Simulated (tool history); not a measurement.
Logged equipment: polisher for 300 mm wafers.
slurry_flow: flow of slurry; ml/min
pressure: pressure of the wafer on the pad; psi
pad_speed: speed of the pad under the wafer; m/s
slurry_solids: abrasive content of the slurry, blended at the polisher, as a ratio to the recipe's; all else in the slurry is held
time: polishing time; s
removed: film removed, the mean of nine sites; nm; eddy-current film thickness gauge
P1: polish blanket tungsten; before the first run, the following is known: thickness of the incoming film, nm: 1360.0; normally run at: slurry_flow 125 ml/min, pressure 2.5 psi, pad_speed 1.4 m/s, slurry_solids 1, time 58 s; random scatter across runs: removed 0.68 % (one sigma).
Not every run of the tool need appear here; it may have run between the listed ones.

run   hour  slurry_flow  pressure  pad_speed  slurry_solids  time  removed
  1    6.4          125       2.5        1.4              1    58   236.68
  2   16.2           75       2.5        1.4              1    58   205.95
  3   27.5          125       2.5        1.4              1    39   158.63
      33.2  -- worn pad replaced by a new one
  4   40.5          125       2.5        1.4           1.35    33    144.1
  5   53.8          125       2.5        1.4              1    58   234.82
  6   63.9          200       2.5        1.4              1    58   257.71
  7   70.6          125       2.5       2.04              1    58   345.35
  8   78.4          125       2.5        1.4              1    90   370.58
  9   86.8          125       2.5        1.4            1.4    58   257.91
 10   99.9          125       2.5        1.4              1    58    237.6
 11    110          125       1.2        1.4              1    58   112.67
 12  117.8          125       2.5       0.64              1    58    108.2
 13  130.3          125       2.5        1.4              1    58   236.43
 14  143.7          125       2.5        1.4              1    58    239.9
 15  155.3          125       3.6        1.4              1    58   342.22
 16  164.7          125       2.5        1.4           0.55    58    207.6
 17    177          125       2.5       1.06              1    27   82.941
 18    188          125       2.5       1.84           1.35    58   335.14

Predict the results of run 19:
 19  199.4          125       2.5        1.4              1    58        ?

removed: 239.11 nm
